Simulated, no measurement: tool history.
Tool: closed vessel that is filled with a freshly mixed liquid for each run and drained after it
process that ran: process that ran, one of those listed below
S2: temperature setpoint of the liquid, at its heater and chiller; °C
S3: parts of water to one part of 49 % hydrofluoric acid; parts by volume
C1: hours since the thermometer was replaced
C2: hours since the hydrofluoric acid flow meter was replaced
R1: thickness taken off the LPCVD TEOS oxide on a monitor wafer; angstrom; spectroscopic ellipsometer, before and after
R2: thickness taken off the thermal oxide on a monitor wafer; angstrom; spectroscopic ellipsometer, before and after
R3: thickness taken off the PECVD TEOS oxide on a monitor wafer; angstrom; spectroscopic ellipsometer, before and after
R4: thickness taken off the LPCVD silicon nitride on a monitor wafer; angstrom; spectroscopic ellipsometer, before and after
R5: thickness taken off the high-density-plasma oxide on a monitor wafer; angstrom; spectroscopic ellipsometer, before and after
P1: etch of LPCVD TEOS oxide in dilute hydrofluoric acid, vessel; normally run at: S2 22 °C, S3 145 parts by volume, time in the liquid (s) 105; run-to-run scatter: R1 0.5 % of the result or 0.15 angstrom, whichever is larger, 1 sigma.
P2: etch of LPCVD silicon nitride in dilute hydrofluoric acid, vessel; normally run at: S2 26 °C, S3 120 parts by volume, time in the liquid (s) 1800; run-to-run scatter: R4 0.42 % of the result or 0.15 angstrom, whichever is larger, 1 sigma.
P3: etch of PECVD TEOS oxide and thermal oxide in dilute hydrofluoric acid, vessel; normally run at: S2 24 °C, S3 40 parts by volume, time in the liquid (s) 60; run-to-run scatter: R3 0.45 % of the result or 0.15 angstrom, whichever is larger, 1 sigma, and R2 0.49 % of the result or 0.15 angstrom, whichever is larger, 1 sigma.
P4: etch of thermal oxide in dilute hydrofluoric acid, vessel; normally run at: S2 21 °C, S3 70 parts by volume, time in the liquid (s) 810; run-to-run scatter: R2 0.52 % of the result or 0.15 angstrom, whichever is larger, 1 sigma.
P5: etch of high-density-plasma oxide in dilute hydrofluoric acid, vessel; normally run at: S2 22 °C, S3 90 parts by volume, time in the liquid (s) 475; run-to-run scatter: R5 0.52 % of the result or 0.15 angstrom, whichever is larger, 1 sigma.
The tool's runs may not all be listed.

Run 1, day 0.388: process that ran P1, S2 22 °C, S3 145 parts by volume, time in the liquid (s) 105; C1 628.9; C2 404.1. Result: R1 162.32 angstrom.
Run 2, day 0.85: process that ran P4, S2 21 °C, S3 70 parts by volume, time in the liquid (s) 810; C1 640; C2 415.2. Result: R2 478.77 angstrom.
Run 3, day 1.388: process that ran P3, S2 24 °C, S3 40 parts by volume, time in the liquid (s) 100; C1 652.9; C2 428.1. Result: R2 117.99 angstrom, R3 491.49 angstrom.
Run 4, day 1.729: process that ran P1, S2 22 °C, S3 145 parts by volume, time in the liquid (s) 105; C1 661.1; C2 436.3. Result: R1 160.83 angstrom.
Run 5, day 2.262: process that ran P2, S2 26 °C, S3 120 parts by volume, time in the liquid (s) 715; C1 673.9; C2 449.1. Result: R4 34.873 angstrom.
Run 6, day 2.646: process that ran P1, S2 22 °C, S3 230 parts by volume, time in the liquid (s) 105; C1 683.1; C2 458.3. Result: R1 92.522 angstrom.
Run 7, day 3.217: process that ran P1, S2 22 °C, S3 45 parts by volume, time in the liquid (s) 105; C1 696.8; C2 472. Result: R1 583.29 angstrom.
Run 8, day 3.625: process that ran P2, S2 26 °C, S3 120 parts by volume, time in the liquid (s) 1800; C1 706.6; C2 481.8. Result: R4 87.221 angstrom.
Run 9, day 4.029: process that ran P3, S2 24 °C, S3 20 parts by volume, time in the liquid (s) 60; C1 716.3; C2 491.5. Result: R2 146.04 angstrom, R3 609.12 angstrom.
Run 10, day 4.479: process that ran P1, S2 22 °C, S3 35 parts by volume, time in the liquid (s) 165; C1 727.1; C2 502.3. Result: R1 1193.4 angstrom.
Run 11, day 4.942: process that ran P5, S2 22 °C, S3 155 parts by volume, time in the liquid (s) 475; C1 738.2; C2 513.4. Result: R5 290.91 angstrom.
Run 12, day 5.558: process that ran P3, S2 24 °C, S3 40 parts by volume, time in the liquid (s) 60; C1 753; C2 528.2. Result: R2 70.939 angstrom, R3 295.51 angstrom.
Run 13, day 6.075: process that ran P3, S2 32.5 °C, S3 40 parts by volume, time in the liquid (s) 60; C1 765.4; C2 540.6. Result: R2 98.781 angstrom, R3 414.85 angstrom.
Run 14, day 6.475: process that ran P5, S2 22 °C, S3 90 parts by volume, time in the liquid (s) 60; C1 775; C2 550.2. Result: R5 67.868 angstrom.
Run 15, day 7.138: process that ran P1, S2 22 °C, S3 145 parts by volume, time in the liquid (s) 30; C1 790.9; C2 566.1. Result: R1 45.985 angstrom.
Run 16, day 7.521: process that ran P1, S2 22 °C, S3 145 parts by volume, time in the liquid (s) 105; C1 800.1; C2 575.3. Result: R1 162.03 angstrom.
Run 17, day 7.954: process that ran P1, S2 29.5 °C, S3 145 parts by volume, time in the liquid (s) 105; C1 810.5; C2 585.7. Result: R1 215.02 angstrom.
Run 18, day 8.446: process that ran P5, S2 22 °C, S3 90 parts by volume, time in the liquid (s) 475; C1 822.3; C2 597.5. Result: R5 539.84 angstrom.
Run 19, day 8.804: process that ran P3, S2 24 °C, S3 40 parts by volume, time in the liquid (s) 60; C1 830.9; C2 606.1. Result: R2 70.339 angstrom, R3 294.85 angstrom.
Run 20, day 9.221: process that ran P1, S2 22 °C, S3 145 parts by volume, time in the liquid (s) 105; C1 840.9; C2 616.1. Result: R1 160.85 angstrom.
Run 21, day 9.708: process that ran P4, S2 21 °C, S3 20 parts by volume, time in the liquid (s) 810; C1 852.6; C2 627.8. Result: R2 1785 angstrom.
Run 22, day 10.325: process that ran P2, S2 26 °C, S3 40 parts by volume, time in the liquid (s) 1800; C1 867.4; C2 642.6. Result: R4 259.74 angstrom.
Run 23, day 10.738: process that ran P5, S2 29.5 °C, S3 90 parts by volume, time in the liquid (s) 475; C1 877.3; C2 652.5. Result: R5 722.64 angstrom.
Run 24, day 11.062: process that ran P4, S2 21 °C, S3 70 parts by volume, time in the liquid (s) 1570; C1 885.1; C2 660.3. Result: R2 933.06 angstrom.
Run 25, day 11.375: process that ran P2, S2 17.5 °C, S3 120 parts by volume, time in the liquid (s) 1800; C1 892.6; C2 667.8. Result: R4 49.638 angstrom.
Run 26, day 11.746: process that ran P1, S2 22 °C, S3 145 parts by volume, time in the liquid (s) 180; C1 901.5; C2 676.7. Result: R1 274.23 angstrom.
Run 27, day 12.375: process that ran P1, S2 22 °C, S3 60 parts by volume, time in the liquid (s) 170; C1 916.6; C2 691.8. Result: R1 696.97 angstrom.
Run 28, day 12.988: process that ran P1, S2 22 °C, S3 145 parts by volume, time in the liquid (s) 105; C1 931.3; C2 706.5. Result: R1 160.93 angstrom.
Run 29, day 13.354: process that ran P1, S2 17 °C, S3 145 parts by volume, time in the liquid (s) 105; C1 940.1; C2 715.3. Result: R1 131.57 angstrom.
Run 30, day 13.692: process that ran P2, S2 26 °C, S3 120 parts by volume, time in the liquid (s) 1800; C1 948.2; C2 723.4. Result: R4 88.066 angstrom.
Run 31, day 14.283: process that ran P4, S2 17 °C, S3 70 parts by volume, time in the liquid (s) 810; C1 962.4; C2 737.6. Result: R2 404.58 angstrom.
Run 32, day 14.592: process that ran P1, S2 22 °C, S3 145 parts by volume, time in the liquid (s) 105; C1 969.8; C2 745. Result: R1 161.87 angstrom.
Run 33, day 15.167: process that ran P1, S2 22 °C, S3 145 parts by volume, time in the liquid (s) 105; C1 983.6; C2 758.8. Result: R1 155.92 angstrom.
Run 34, day 15.562: process that ran P1, S2 22 °C, S3 145 parts by volume, time in the liquid (s) 105; C1 993.1; C2 768.3. Result: R1 155.44 angstrom.
Run 35, day 16.092: process that ran P1, S2 22 °C, S3 145 parts by volume, time in the liquid (s) 105; C1 1005.8; C2 781. Result: R1 153.22 angstrom.
Run 36, day 16.442: process that ran P1, S2 22 °C, S3 145 parts by volume, time in the liquid (s) 105; C1 1014.2; C2 789.4. Result: R1 150.35 angstrom.
Run 37, day 16.858: process that ran P1, S2 22 °C, S3 145 parts by volume, time in the liquid (s) 105; C1 1024.2; C2 799.4. Result: R1 151.02 angstrom.
Run 38, day 17.417: process that ran P1, S2 22 °C, S3 145 parts by volume, time in the liquid (s) 105; C1 1037.6; C2 812.8. Result: R1 150.26 angstrom.
Run 39, day 17.992: process that ran P1, S2 22 °C, S3 145 parts by volume, time in the liquid (s) 105; C1 1051.4; C2 826.6. Result: R1 148.39 angstrom.
Run 40, day 18.667: process that ran P1, S2 22 °C, S3 145 parts by volume, time in the liquid (s) 105; C1 1067.6; C2 842.8. Result: R1 147.84 angstrom.
Run 41, day 19.212: process that ran P1, S2 22 °C, S3 145 parts by volume, time in the liquid (s) 105; C1 1080.7; C2 855.9. Result: R1 148.43 angstrom.
Run 42, day 19.817: process that ran P1, S2 22 °C, S3 145 parts by volume, time in the liquid (s) 105; C1 1095.2; C2 870.4. Result: R1 147.8 angstrom.
Run 43, day 20.458: process that ran P1, S2 22 °C, S3 145 parts by volume, time in the liquid (s) 105; C1 1110.6; C2 885.8. Result: R1 147.93 angstrom.

What P1 gives has crept away from where it was. These 2 causes fit the log equally well, each at the size given:
A: liquid colder than its thermometer reads (K) = 2.02
B: hydrofluoric acid flow below the setpoint (%) = 6.62
The creep began at about day 14.592.

4 check runs are offered, one wafer each, their results left as question marks. Which one tells the causes apart?
Run check 1, day 21.1: process that ran P2, S2 26 °C, S3 60 parts by volume, time in the liquid (s) 795. Result: R4 ?.
Run check 2, day 21.1: process that ran P5, S2 22 °C, S3 120 parts by volume, time in the liquid (s) 235. Result: R5 ?.
Run check 3, day 21.1: process that ran P4, S2 21 °C, S3 70 parts by volume, time in the liquid (s) 1210. Result: R2 ?.
Run check 4, day 21.1: process that ran P3, S2 31 °C, S3 40 parts by volume, time in the liquid (s) 60. Result: R2 ?, R3 ?.

What each check would give under each cause:
  check  result    if A    if B
check 1      R4  67.283   71.95
check 2      R5  177.73  178.27
check 3      R2  660.23  667.03
check 4      R2  86.303  86.902
check 4      R3  361.44  363.95
How far apart the two closest causes lie, in the result that separates them most: check 1 6.71 %; check 2 0.3 %; check 3 1.03 %; check 4 0.69 %
Check 1 tells the causes apart: in the others they would give nearly the same result.

Check 1 was then run and gave: R4 66.737 angstrom. Which cause is it?

It is A: liquid colder than its thermometer reads (K).
